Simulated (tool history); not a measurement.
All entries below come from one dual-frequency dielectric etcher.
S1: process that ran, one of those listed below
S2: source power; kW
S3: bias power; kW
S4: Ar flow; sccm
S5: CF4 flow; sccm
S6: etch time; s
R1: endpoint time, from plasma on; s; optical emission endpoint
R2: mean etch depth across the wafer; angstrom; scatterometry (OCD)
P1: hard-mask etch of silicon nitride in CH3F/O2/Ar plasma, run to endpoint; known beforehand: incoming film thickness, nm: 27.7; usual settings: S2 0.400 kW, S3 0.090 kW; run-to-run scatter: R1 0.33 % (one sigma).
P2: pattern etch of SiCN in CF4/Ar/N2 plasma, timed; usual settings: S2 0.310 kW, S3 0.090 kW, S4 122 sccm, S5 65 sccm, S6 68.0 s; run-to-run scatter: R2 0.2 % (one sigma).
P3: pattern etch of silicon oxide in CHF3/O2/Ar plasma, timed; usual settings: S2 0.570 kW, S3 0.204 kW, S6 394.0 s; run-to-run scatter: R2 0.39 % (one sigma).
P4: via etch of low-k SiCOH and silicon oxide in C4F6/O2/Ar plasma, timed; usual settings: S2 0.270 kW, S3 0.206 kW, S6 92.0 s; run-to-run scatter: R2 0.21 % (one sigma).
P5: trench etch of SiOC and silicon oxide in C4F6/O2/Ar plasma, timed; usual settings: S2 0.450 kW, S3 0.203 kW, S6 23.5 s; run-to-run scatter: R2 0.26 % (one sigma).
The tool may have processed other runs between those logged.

run 1 day=0.483 | S1=P1 S2=0.400 S3=0.090 | R1=37.549
run 2 day=0.912 | S1=P1 S2=0.400 S3=0.090 | R1=37.240
run 3 day=1.454 | S1=P1 S2=0.250 S3=0.090 | R1=44.759
-- day=1.717 source power generator calibrated
run 4 day=1.729 | S1=P1 S2=0.400 S3=0.090 | R1=37.329
run 5 day=2.179 | S1=P2 S2=0.310 S3=0.090 S4=94 S5=65 S6=68.0 | R2=441.45
run 6 day=2.679 | S1=P4 S2=0.270 S3=0.206 S6=68.5 | R2=1705.50
run 7 day=3.175 | S1=P5 S2=0.450 S3=0.203 S6=17.0 | R2=370.48
run 8 day=3.583 | S1=P4 S2=0.270 S3=0.263 S6=92.0 | R2=2479.50
run 9 day=3.946 | S1=P4 S2=0.390 S3=0.206 S6=92.0 | R2=2640.80
run 10 day=4.283 | S1=P4 S2=0.270 S3=0.206 S6=92.0 | R2=2286.30
run 11 day=4.704 | S1=P1 S2=0.400 S3=0.090 | R1=37.011
run 12 day=5.138 | S1=P3 S2=0.570 S3=0.204 S6=394.0 | R2=8083.20
run 13 day=5.625 | S1=P5 S2=0.450 S3=0.203 S6=23.5 | R2=508.08
run 14 day=5.912 | S1=P1 S2=0.400 S3=0.090 | R1=37.442
run 15 day=6.321 | S1=P4 S2=0.270 S3=0.206 S6=92.0 | R2=2301.80
run 16 day=6.871 | S1=P2 S2=0.310 S3=0.090 S4=122 S5=79 S6=68.0 | R2=436.97
run 17 day=7.271 | S1=P3 S2=0.570 S3=0.204 S6=581.5 | R2=11831.00
run 18 day=7.817 | S1=P2 S2=0.430 S3=0.090 S4=122 S5=65 S6=68.0 | R2=567.45
run 19 day=8.212 | S1=P1 S2=0.400 S3=0.090 | R1=37.519
run 20 day=8.708 | S1=P3 S2=0.680 S3=0.204 S6=394.0 | R2=8580.00
-- day=8.800 wet clean of the chamber
run 21 day=9.042 | S1=P3 S2=0.570 S3=0.283 S6=394.0 | R2=9032.50
run 22 day=9.475 | S1=P1 S2=0.300 S3=0.104 | R1=39.489
run 23 day=9.750 | S1=P2 S2=0.310 S3=0.090 S4=122 S5=65 S6=40.0 | R2=251.33
run 24 day=10.179 | S1=P2 S2=0.310 S3=0.090 S4=122 S5=65 S6=68.0 | R2=427.42
run 25 day=10.608 | S1=P1 S2=0.400 S3=0.066 | R1=41.688
run 26 day=10.967 | S1=P2 S2=0.310 S3=0.108 S4=122 S5=65 S6=68.0 | R2=456.45
run 27 day=11.317 | S1=P5 S2=0.450 S3=0.280 S6=23.5 | R2=569.24
run 28 day=11.654 | S1=P1 S2=0.530 S3=0.090 | R1=33.751
run 29 day=12.212 | S1=P5 S2=0.570 S3=0.203 S6=23.5 | R2=559.98
run 30 day=12.708 | S1=P1 S2=0.400 S3=0.122 | R1=33.187
run 31 day=12.983 | S1=P1 S2=0.400 S3=0.090 | R1=37.171
run 32 day=13.542 | S1=P1 S2=0.400 S3=0.090 | R1=37.399
run 33 day=13.921 | S1=P1 S2=0.400 S3=0.090 | R1=37.799
run 34 day=14.458 | S1=P1 S2=0.400 S3=0.090 | R1=37.620
run 35 day=14.988 | S1=P1 S2=0.400 S3=0.090 | R1=37.488
-- day=15.200 wet clean of the chamber
run 36 day=15.304 | S1=P1 S2=0.400 S3=0.090 | R1=37.985
run 37 day=15.654 | S1=P1 S2=0.400 S3=0.090 | R1=38.179
run 38 day=16.092 | S1=P1 S2=0.400 S3=0.090 | R1=38.022
run 39 day=16.400 | S1=P1 S2=0.400 S3=0.090 | R1=37.911
run 40 day=16.892 | S1=P1 S2=0.400 S3=0.090 | R1=38.020
run 41 day=17.179 | S1=P1 S2=0.400 S3=0.090 | R1=37.878
run 42 day=17.525 | S1=P1 S2=0.400 S3=0.090 | R1=37.773

Compared with where it was, what P1 gives has crept away. Each cause listed below fits the log as well as the rest, at the size given for it:
A: bias power that arrives under what is set, % = 4.5
B: source power that arrives under what is set, % = 4.31
The process output started creeping at around day 12.983.
The rest of the possible causes, and what rules out each one:
chamber walls in a state that lowers the etch rate, %: was serviced at day 15.200, once the creep was under way, yet the earlier output never came back

Below are 4 check runs, each on a single wafer, with their results shown as question marks. Which of them would tell the listed causes apart, meaning the causes would give clearly different results under it?
run check 1 day=17.871 | S1=P2 S2=0.420 S3=0.090 S4=122 S5=65 S6=68.0 | R2=?
run check 2 day=17.871 | S1=P3 S2=0.570 S3=0.280 S6=552.5 | R2=?
run check 3 day=17.871 | S1=P5 S2=0.450 S3=0.273 S6=18.5 | R2=?
run check 4 day=17.871 | S1=P4 S2=0.370 S3=0.245 S6=92.0 | R2=?

Check results expected under each cause:
check=check_1 result=R2 if_A=545.26 if_B=533.99
check=check_2 result=R2 if_A=12403.00 if_B=12408.00
check=check_3 result=R2 if_A=436.08 if_B=435.59
check=check_4 result=R2 if_A=2696.20 if_B=2692.70
Per check, the gap between the least separated pair of causes, taken in the result that splits them most: check 1 2.09 %; check 2 0.03 %; check 3 0.11 %; check 4 0.13 %
Check 1 distinguishes between the causes, while the remaining checks would return nearly the same result for all of them.

Check 1 was then run and gave: R2 533.69 angstrom. Which cause is it?

It is B: source power that arrives under what is set, %.

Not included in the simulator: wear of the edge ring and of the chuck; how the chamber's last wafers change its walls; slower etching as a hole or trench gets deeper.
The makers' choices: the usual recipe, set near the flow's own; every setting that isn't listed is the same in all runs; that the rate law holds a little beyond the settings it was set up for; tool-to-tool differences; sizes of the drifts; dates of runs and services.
